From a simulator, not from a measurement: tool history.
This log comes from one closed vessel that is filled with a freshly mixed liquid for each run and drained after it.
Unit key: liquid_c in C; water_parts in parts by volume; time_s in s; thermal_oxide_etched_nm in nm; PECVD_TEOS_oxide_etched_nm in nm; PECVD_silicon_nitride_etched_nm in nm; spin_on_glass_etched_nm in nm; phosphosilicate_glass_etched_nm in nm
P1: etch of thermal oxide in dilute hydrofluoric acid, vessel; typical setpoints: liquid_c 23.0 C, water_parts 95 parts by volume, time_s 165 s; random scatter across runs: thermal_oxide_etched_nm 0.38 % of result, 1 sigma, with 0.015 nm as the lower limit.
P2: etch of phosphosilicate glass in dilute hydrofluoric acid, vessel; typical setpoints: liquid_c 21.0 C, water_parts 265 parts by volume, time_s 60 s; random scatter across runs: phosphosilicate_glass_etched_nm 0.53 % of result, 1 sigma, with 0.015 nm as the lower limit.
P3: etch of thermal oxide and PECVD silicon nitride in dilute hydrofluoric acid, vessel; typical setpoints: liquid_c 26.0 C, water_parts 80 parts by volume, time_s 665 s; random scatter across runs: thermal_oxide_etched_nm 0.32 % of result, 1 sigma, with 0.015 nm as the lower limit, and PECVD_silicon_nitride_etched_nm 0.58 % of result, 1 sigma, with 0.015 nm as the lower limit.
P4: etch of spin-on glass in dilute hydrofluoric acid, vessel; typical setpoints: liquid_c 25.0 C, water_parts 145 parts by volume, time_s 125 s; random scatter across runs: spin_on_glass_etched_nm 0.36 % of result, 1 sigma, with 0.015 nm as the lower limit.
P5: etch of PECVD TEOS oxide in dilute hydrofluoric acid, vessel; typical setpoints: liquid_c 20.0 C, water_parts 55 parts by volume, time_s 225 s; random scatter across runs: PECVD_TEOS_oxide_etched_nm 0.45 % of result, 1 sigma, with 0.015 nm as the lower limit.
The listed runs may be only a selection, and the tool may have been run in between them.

run,hour,process,liquid_c,water_parts,time_s,hours since the thermometer was replaced,hours since the hydrofluoric acid flow meter was replaced,thermal_oxide_etched_nm,PECVD_TEOS_oxide_etched_nm,PECVD_silicon_nitride_etched_nm,spin_on_glass_etched_nm,phosphosilicate_glass_etched_nm
1,11.7,P1,23.0,95,165,559.0,317.0,7.8595,,,,
2,24.7,P5,20.0,55,95,572.0,330.0,,24.978,,,
3,35.8,P3,26.0,80,130,583.1,341.1,8.8463,,10.393,,
4,48.6,P5,27.5,55,225,595.9,353.9,,80.766,,,
5,59.4,P5,20.0,55,225,606.7,364.7,,59.386,,,
6,71.3,P4,25.0,250,125,618.6,376.6,,,,11.710,
7,78.0,P1,23.0,95,165,625.3,383.3,7.8283,,,,
8,83.9,P4,25.0,145,125,631.2,389.2,,,,22.598,
9,94.9,P1,23.0,95,165,642.2,400.2,7.8824,,,,
10,105.8,P2,21.0,265,60,653.1,411.1,,,,,10.912
11,118.3,P3,26.0,80,665,665.6,423.6,45.2280,,52.836,,
12,130.7,P1,23.0,95,165,678.0,436.0,7.8753,,,,
13,142.7,P2,21.0,50,60,690.0,448.0,,,,,71.446
14,154.1,P1,30.5,95,165,701.4,459.4,10.5020,,,,
15,160.1,P4,25.0,145,250,707.4,465.4,,,,45.415,
16,170.1,P1,23.0,150,165,717.4,475.4,4.6365,,,,
17,181.3,P5,20.0,20,225,728.6,486.6,,170.480,,,
18,191.1,P2,28.5,265,60,738.4,496.4,,,,,14.060
19,200.7,P1,23.0,95,165,748.0,506.0,7.8568,,,,
20,208.1,P3,33.5,80,665,755.4,513.4,59.9080,,84.916,,

Run 21, settings as shown, results not yet in. Your forecast:
21,214.1,P1,23.0,45,165,761.4,519.4,?,,,,

thermal_oxide_etched_nm: 17.6370 nm
